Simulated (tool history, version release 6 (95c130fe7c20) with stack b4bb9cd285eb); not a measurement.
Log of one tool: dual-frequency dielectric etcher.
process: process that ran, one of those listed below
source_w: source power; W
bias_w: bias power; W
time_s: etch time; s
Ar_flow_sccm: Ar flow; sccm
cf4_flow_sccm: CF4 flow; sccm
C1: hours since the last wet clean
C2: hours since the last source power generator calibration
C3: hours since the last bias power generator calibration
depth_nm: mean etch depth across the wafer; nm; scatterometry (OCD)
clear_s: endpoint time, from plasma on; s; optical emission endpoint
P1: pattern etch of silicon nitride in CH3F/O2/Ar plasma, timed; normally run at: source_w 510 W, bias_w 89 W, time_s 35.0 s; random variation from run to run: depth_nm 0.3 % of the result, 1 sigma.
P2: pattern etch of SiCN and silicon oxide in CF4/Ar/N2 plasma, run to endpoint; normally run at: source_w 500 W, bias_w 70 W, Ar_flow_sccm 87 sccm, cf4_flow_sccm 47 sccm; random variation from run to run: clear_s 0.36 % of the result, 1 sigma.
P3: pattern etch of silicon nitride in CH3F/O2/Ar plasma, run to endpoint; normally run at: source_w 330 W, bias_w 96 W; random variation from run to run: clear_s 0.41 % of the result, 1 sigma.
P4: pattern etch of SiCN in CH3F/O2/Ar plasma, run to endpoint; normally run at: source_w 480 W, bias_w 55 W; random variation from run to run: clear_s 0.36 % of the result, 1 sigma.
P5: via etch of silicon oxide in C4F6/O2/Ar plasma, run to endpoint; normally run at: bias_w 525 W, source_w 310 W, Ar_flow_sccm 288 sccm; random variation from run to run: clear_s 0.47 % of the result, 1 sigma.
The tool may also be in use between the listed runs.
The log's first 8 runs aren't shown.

{"run": 9, "day": 3.592, "process": "P1", "source_w": 660, "bias_w": 89, "time_s": 35.0, "C1": 173.4, "C2": 2009.6, "C3": 2347.8, "depth_nm": 31.688}
{"run": 10, "day": 4.067, "process": "P5", "source_w": 310, "bias_w": 323, "Ar_flow_sccm": 288, "C1": 184.8, "C2": 2021.0, "C3": 2359.2, "clear_s": 21.87}
{"run": 11, "day": 4.533, "process": "P3", "source_w": 330, "bias_w": 136, "C1": 196.0, "C2": 2032.2, "C3": 2370.4, "clear_s": 38.143}
{"run": 12, "day": 5.075, "process": "P5", "source_w": 310, "bias_w": 525, "Ar_flow_sccm": 207, "C1": 209.0, "C2": 2045.2, "C3": 2383.4, "clear_s": 17.754}
{"run": 13, "day": 5.358, "process": "P2", "source_w": 500, "bias_w": 70, "Ar_flow_sccm": 66, "cf4_flow_sccm": 47, "C1": 215.8, "C2": 2052.0, "C3": 2390.2, "clear_s": 15.538}
{"run": 14, "day": 5.892, "process": "P1", "source_w": 510, "bias_w": 89, "time_s": 35.0, "C1": 228.6, "C2": 2064.8, "C3": 2403.0, "depth_nm": 28.894}
{"run": 15, "day": 6.171, "process": "P2", "source_w": 500, "bias_w": 93, "Ar_flow_sccm": 87, "cf4_flow_sccm": 47, "C1": 235.3, "C2": 2071.5, "C3": 2409.7, "clear_s": 14.836}
{"run": 16, "day": 6.533, "process": "P1", "source_w": 510, "bias_w": 62, "time_s": 42.0, "C1": 244.0, "C2": 2080.2, "C3": 2418.4, "depth_nm": 30.638}
{"run": 17, "day": 6.879, "process": "P1", "source_w": 510, "bias_w": 89, "time_s": 27.0, "C1": 252.3, "C2": 2088.5, "C3": 2426.7, "depth_nm": 22.383}
{"run": 18, "day": 7.454, "process": "P1", "source_w": 510, "bias_w": 89, "time_s": 35.0, "C1": 266.1, "C2": 2102.3, "C3": 2440.5, "depth_nm": 28.815}
{"run": 19, "day": 7.975, "process": "P4", "source_w": 480, "bias_w": 55, "C1": 278.6, "C2": 2114.8, "C3": 2453.0, "clear_s": 27.95}
{"run": 20, "day": 8.346, "process": "P3", "source_w": 330, "bias_w": 96, "C1": 287.5, "C2": 2123.7, "C3": 2461.9, "clear_s": 43.385}
{"run": 21, "day": 8.908, "process": "P4", "source_w": 480, "bias_w": 39, "C1": 301.0, "C2": 2137.2, "C3": 2475.4, "clear_s": 31.155}
{"run": 22, "day": 9.279, "process": "P1", "source_w": 390, "bias_w": 89, "time_s": 35.0, "C1": 309.9, "C2": 2146.1, "C3": 2484.3, "depth_nm": 26.322}
{"run": 23, "day": 9.571, "process": "P1", "source_w": 510, "bias_w": 89, "time_s": 35.0, "C1": 316.9, "C2": 2153.1, "C3": 2491.3, "depth_nm": 29.037}
{"run": 24, "day": 10.112, "process": "P5", "source_w": 180, "bias_w": 525, "Ar_flow_sccm": 288, "C1": 329.9, "C2": 2166.1, "C3": 2504.3, "clear_s": 22.371}
{"run": 25, "day": 10.588, "process": "P3", "source_w": 430, "bias_w": 96, "C1": 341.3, "C2": 2177.5, "C3": 2515.7, "clear_s": 39.209}
{"run": 26, "day": 11.167, "process": "P2", "source_w": 500, "bias_w": 70, "Ar_flow_sccm": 87, "cf4_flow_sccm": 47, "C1": 355.2, "C2": 2191.4, "C3": 2529.6, "clear_s": 16.273}
{"run": 27, "day": 11.625, "process": "P4", "source_w": 480, "bias_w": 55, "C1": 366.2, "C2": 2202.4, "C3": 2540.6, "clear_s": 27.913}
{"run": 28, "day": 12.15, "process": "P1", "source_w": 400, "bias_w": 111, "time_s": 35.0, "C1": 378.8, "C2": 2215.0, "C3": 2553.2, "depth_nm": 28.532}
{"day": 12.212, "done": "source power generator calibrated"}
{"run": 29, "day": 12.65, "process": "P1", "source_w": 510, "bias_w": 58, "time_s": 35.0, "C1": 390.8, "C2": 10.5, "C3": 2565.2, "depth_nm": 25.048}

Run 30 comes next. What will it give?
{"run": 30, "day": 13.058, "process": "P2", "source_w": 500, "bias_w": 70, "Ar_flow_sccm": 87, "cf4_flow_sccm": 63, "C1": 400.6, "C2": 20.3, "C3": 2575.0, "clear_s": "?"}

Run 30 gave clear_s 15.511 s.
